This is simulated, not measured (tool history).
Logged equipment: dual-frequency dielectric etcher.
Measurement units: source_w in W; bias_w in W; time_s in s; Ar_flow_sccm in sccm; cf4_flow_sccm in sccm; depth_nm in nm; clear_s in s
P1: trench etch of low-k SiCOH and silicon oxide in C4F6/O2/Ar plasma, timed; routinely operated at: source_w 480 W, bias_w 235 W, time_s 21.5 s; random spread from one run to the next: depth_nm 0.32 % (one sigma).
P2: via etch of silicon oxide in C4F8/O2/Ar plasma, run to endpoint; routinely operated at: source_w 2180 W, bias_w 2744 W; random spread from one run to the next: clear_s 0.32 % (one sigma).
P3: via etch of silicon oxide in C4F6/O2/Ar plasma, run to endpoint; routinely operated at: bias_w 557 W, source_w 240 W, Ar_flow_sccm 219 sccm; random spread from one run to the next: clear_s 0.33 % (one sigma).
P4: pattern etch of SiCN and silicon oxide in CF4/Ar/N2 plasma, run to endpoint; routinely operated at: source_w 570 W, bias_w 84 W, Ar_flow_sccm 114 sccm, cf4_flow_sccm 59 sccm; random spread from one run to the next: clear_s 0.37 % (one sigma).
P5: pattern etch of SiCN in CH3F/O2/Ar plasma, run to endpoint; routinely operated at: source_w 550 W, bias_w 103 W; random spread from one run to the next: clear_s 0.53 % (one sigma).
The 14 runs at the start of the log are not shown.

run,hour,process,source_w,bias_w,time_s,Ar_flow_sccm,cf4_flow_sccm,depth_nm,clear_s
15,207.7,P4,780,84,,114,59,,9.9857
16,225.4,P5,550,103,,,,,14.194
17,235.2,P1,480,235,21.5,,,75.589,
18,246.1,P1,480,235,21.5,,,75.084,
19,259.1,P4,570,84,,114,59,,13.125
20,274.6,P1,390,235,31,,,100.65,
21,288.5,P1,310,235,21.5,,,63.644,
22,299.2,P5,360,103,,,,,16.427
23,313.7,P2,2180,2744,,,,,307.24
24,326.8,P3,240,557,,219,,,28.564
25,338.1,P3,240,557,,279,,,29.083
26,349.3,P4,570,103,,114,59,,12.191
27,362.7,P3,240,735,,219,,,25.431
28,373.1,P2,2180,3775,,,,,277.9
29,389.8,P1,480,235,13.5,,,47.433,
30,405.8,P1,660,195,21.5,,,80.54,
31,415.2,P1,590,235,21.5,,,81.825,
32,424.8,P1,480,235,21.5,,,75.515,
33,437.2,P1,480,235,21.5,,,75.606,
34,453.4,P1,480,235,21.5,,,76.498,
35,467,P1,480,235,21.5,,,76.668,

Run 36 is up next; what results do you expect?
36,483.7,P1,480,235,21.5,,,?,

Run 36 came out at depth_nm 76.845 nm.

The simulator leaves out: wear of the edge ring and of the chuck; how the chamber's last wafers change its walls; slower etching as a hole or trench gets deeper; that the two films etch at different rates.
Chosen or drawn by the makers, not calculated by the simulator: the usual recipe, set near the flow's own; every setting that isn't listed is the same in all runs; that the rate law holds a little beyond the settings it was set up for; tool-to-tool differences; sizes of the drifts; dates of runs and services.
